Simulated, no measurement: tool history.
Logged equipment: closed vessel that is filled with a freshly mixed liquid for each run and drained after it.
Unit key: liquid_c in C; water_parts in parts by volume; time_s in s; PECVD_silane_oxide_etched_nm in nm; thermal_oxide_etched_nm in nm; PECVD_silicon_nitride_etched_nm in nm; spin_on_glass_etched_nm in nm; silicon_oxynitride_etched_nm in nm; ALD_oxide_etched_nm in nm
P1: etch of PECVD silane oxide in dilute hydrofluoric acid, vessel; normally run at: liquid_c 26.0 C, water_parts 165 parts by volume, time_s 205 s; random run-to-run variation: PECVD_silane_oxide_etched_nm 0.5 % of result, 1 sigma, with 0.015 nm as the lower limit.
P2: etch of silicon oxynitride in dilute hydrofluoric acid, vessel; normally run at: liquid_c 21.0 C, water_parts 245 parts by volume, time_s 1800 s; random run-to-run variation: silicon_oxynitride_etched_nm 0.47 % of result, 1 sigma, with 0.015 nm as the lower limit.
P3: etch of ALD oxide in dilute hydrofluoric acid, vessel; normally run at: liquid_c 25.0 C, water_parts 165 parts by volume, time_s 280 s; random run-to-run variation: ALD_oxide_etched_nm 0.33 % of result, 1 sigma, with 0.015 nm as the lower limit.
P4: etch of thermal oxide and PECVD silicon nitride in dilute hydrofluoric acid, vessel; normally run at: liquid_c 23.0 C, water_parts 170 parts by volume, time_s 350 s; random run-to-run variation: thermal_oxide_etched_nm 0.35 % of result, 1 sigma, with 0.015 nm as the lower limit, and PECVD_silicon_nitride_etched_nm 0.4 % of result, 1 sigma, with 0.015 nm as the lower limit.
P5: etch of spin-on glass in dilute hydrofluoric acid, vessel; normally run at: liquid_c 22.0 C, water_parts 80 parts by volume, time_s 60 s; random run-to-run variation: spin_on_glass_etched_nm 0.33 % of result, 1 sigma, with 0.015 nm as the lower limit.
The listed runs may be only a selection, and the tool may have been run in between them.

run	hour	process	liquid_c	water_parts	time_s	PECVD_silane_oxide_etched_nm	thermal_oxide_etched_nm	PECVD_silicon_nitride_etched_nm	spin_on_glass_etched_nm	silicon_oxynitride_etched_nm	ALD_oxide_etched_nm
1	10.0	P1	26.0	165	205	18.6820					
2	22.2	P1	19.0	165	110	7.6959					
3	36.4	P4	23.0	170	350		8.7784	9.9844			
4	48.2	P1	26.0	165	410	37.4750					
5	57.9	P5	22.0	130	60				19.789		
6	70.4	P2	21.0	395	1800					5.2500	
7	83.1	P1	26.0	165	205	18.5880					
8	93.8	P4	23.0	170	350		8.7704	9.9747			
9	106.0	P3	18.0	165	280						16.670
10	119.0	P1	26.0	165	205	18.6610					
11	127.0	P1	31.0	165	205	22.3280					
12	141.7	P3	25.0	165	565						44.238
13	155.2	P5	29.5	80	60				45.457		
14	171.0	P1	26.0	165	35	3.1288					
15	180.0	P5	22.0	80	60				33.974		
16	187.4	P4	23.0	170	600		15.0740	17.0610			
17	203.1	P3	25.0	165	280						21.844
18	212.0	P3	25.0	165	280						21.712
19	227.3	P3	25.0	65	280						63.088
20	240.5	P4	18.5	170	350		7.3142	7.3922			
21	254.4	P2	21.0	245	3290					17.0520	
22	268.5	P1	26.0	240	305	17.5000					
23	276.2	P1	18.5	165	205	14.0170					
# hour 287.9: hydrofluoric acid flow meter replaced
24	288.2	P1	26.0	165	205	18.4530					
25	305.0	P1	26.0	165	205	18.7710					
26	321.3	P1	26.0	30	205	122.4900					
27	328.8	P1	26.0	250	205	11.2090					
28	343.9	P4	23.0	295	350		4.4581	5.7645			
29	357.2	P2	27.5	245	1800					12.4330	
30	369.5	P1	26.0	165	205	18.6560					
31	383.0	P2	21.0	245	1800					9.3404	
32	394.9	P5	22.0	80	30				17.024		
33	405.0	P1	26.0	165	205	18.6440					
34	412.8	P1	26.0	165	205	18.3630					
35	427.4	P1	26.0	165	205	17.8290					
36	439.0	P1	26.0	165	205	17.7130					
37	451.5	P1	26.0	165	205	17.5740					
38	461.2	P1	26.0	165	205	17.4520					
39	473.7	P1	26.0	165	205	17.4750					
40	487.4	P1	26.0	165	205	17.2990					
41	494.8	P1	26.0	165	205	17.4200					
42	503.5	P1	26.0	165	205	17.3490					
43	516.8	P1	26.0	165	205	17.2700					

Compared with where it was, what P1 gives has crept away. Each cause listed below fits the log as well as the rest, at the size given for it:
A: liquid colder than its thermometer reads (K) = 1.93
B: hydrofluoric acid flow below the setpoint (%) = 5.82
The drift started at roughly hour 405.0.

The check runs listed below each take one wafer, and their results are still question marks. Under which run would the listed causes lead to clearly different results?
check 1	530.1	P2	26.0	245	3015					?	
check 2	530.1	P4	23.0	225	350		?	?			
check 3	530.1	P3	20.0	165	530						?
check 4	530.1	P5	26.0	115	60				?		

Expected result of each check under each candidate cause:
check	result	if A	if B
check 1	silicon_oxynitride_etched_nm	17.8440	18.0540
check 2	thermal_oxide_etched_nm	5.8252	5.8119
check 2	PECVD_silicon_nitride_etched_nm	6.6682	7.1100
check 3	ALD_oxide_etched_nm	31.589	31.796
check 4	spin_on_glass_etched_nm	24.643	24.792
Minimum pairwise separation of causes per check, each pair taken at its best-separating result: check 1 1.17 %; check 2 6.41 %; check 3 0.65 %; check 4 0.6 %
Only check 2 tells the causes apart: in the others they would give nearly the same result.

Here is what check 2 returned: thermal_oxide_etched_nm 5.7762 nm; PECVD_silicon_nitride_etched_nm 6.6889 nm. Which cause is it?

A is the cause: liquid colder than its thermometer reads (K).
